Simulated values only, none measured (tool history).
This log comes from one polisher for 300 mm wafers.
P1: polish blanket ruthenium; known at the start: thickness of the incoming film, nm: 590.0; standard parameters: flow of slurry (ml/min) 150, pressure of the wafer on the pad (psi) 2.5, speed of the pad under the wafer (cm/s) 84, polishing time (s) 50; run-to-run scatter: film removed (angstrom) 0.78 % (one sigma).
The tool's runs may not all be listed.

run   hour  flow of slurry (ml/min)  pressure of the wafer on the pad (psi)  speed of the pad under the wafer (cm/s)  polishing time (s)  film removed (angstrom)
  1    7.5                      150                                     2.5                                       84                  50                   624.79
  2   13.7                      150                                     2.5                                      122                  50                   898.97
  3   17.6                       90                                     2.5                                       84                  50                   561.72
  4   25.2                      150                                     1.6                                       84                  50                   401.29
      26.6  -- head pressure recalibrated
  5   30.9                      150                                     2.5                                       84                  50                   629.18
  6   36.1                      150                                     2.5                                       38                  50                    283.6
  7   43.9                      150                                     2.5                                       84                  71                   892.24
  8   49.8                      205                                     2.5                                       84                  65                    853.4
  9     56                      150                                     2.5                                       84                  50                   618.54
 10   62.1                      150                                     2.5                                      112                  77                   1292.3
 11   66.4                      215                                     2.5                                       84                  50                    669.5
 12   71.5                      150                                     2.5                                       84                  50                    626.3
 13   78.8                      115                                     2.5                                       84                  35                   413.48
 14   84.6                      150                                     2.5                                       84                  30                   379.95
 15   88.3                      150                                     3.5                                       84                  50                   870.45
 16   92.3                      150                                     2.5                                       84                  50                   623.75
 17   96.9                      150                                     2.5                                       84                  50                   617.45
 18  103.9                      150                                     2.5                                       84                  50                   605.28
 19  108.4                      150                                     2.5                                       84                  50                   598.65
 20  112.1                      150                                     2.5                                       84                  50                   592.88

Run 21 has not been measured yet. What should we expect?
 21  118.3                      150                                     2.5                                       84                  50                        ?

{"run 21": {"film removed (angstrom)": 582.28}}
